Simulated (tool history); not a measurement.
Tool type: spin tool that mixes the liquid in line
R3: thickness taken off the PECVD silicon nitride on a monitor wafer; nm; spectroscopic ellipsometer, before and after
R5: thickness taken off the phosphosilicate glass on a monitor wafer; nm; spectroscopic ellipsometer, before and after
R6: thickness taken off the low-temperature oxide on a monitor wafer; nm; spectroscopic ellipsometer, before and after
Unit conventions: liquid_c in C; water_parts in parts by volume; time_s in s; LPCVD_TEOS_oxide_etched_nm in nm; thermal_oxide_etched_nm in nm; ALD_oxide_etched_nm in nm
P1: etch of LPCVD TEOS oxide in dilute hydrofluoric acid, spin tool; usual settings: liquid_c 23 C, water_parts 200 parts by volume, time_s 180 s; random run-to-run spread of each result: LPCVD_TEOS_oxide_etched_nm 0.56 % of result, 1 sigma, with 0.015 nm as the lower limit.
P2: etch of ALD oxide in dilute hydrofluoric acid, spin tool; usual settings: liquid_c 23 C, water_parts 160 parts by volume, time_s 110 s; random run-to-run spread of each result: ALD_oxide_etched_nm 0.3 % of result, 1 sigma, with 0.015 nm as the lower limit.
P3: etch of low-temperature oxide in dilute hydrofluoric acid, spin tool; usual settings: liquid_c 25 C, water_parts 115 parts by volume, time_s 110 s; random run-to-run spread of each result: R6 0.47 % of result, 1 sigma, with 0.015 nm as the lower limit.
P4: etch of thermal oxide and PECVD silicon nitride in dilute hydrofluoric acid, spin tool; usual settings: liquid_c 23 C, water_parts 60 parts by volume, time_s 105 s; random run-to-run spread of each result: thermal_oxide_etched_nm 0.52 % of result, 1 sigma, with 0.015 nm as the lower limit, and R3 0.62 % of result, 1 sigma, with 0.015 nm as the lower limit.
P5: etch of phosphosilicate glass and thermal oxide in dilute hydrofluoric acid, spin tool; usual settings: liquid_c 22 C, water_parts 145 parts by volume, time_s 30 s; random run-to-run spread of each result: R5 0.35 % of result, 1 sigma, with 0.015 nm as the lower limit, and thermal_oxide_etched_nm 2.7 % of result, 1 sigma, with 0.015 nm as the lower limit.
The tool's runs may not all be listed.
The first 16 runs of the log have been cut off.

run 17 hour=104.6 | process=P2 liquid_c=23 water_parts=160 time_s=110 | ALD_oxide_etched_nm=20.2330
run 18 hour=111.8 | process=P1 liquid_c=23 water_parts=200 time_s=180 | LPCVD_TEOS_oxide_etched_nm=20.3910
run 19 hour=117.3 | process=P5 liquid_c=30 water_parts=145 time_s=30 | thermal_oxide_etched_nm=1.19750 R5=33.227
run 20 hour=121.9 | process=P2 liquid_c=23 water_parts=290 time_s=110 | ALD_oxide_etched_nm=9.7866
run 21 hour=127.7 | process=P3 liquid_c=20 water_parts=115 time_s=110 | R6=19.059
run 22 hour=133.8 | process=P1 liquid_c=23 water_parts=200 time_s=180 | LPCVD_TEOS_oxide_etched_nm=20.2000
run 23 hour=139.8 | process=P3 liquid_c=25 water_parts=115 time_s=110 | R6=23.101
run 24 hour=147.1 | process=P3 liquid_c=25 water_parts=210 time_s=110 | R6=11.401
run 25 hour=151.5 | process=P3 liquid_c=25 water_parts=115 time_s=110 | R6=23.264
run 26 hour=156.3 | process=P5 liquid_c=22 water_parts=145 time_s=15 | thermal_oxide_etched_nm=0.41972 R5=12.278
run 27 hour=165.1 | process=P3 liquid_c=25 water_parts=115 time_s=210 | R6=44.470
run 28 hour=172.2 | process=P1 liquid_c=23 water_parts=200 time_s=180 | LPCVD_TEOS_oxide_etched_nm=20.5610
-- hour=178.9 thermometer replaced
run 29 hour=179.9 | process=P4 liquid_c=23 water_parts=60 time_s=105 | thermal_oxide_etched_nm=8.76540 R3=4.7366
run 30 hour=187.2 | process=P5 liquid_c=22 water_parts=145 time_s=30 | thermal_oxide_etched_nm=0.81616 R5=24.529
run 31 hour=192.8 | process=P1 liquid_c=23 water_parts=200 time_s=180 | LPCVD_TEOS_oxide_etched_nm=20.3930
run 32 hour=200.7 | process=P1 liquid_c=23 water_parts=200 time_s=280 | LPCVD_TEOS_oxide_etched_nm=31.5840
run 33 hour=205.4 | process=P1 liquid_c=19 water_parts=130 time_s=180 | LPCVD_TEOS_oxide_etched_nm=28.8510

Estimate the outcome of run 34 from the log above:
run 34 hour=213.3 | process=P4 liquid_c=23 water_parts=25 time_s=105 | thermal_oxide_etched_nm=? R3=?

Logged for run 34: thermal_oxide_etched_nm 22.06100 nm, R3 11.1470 nm.
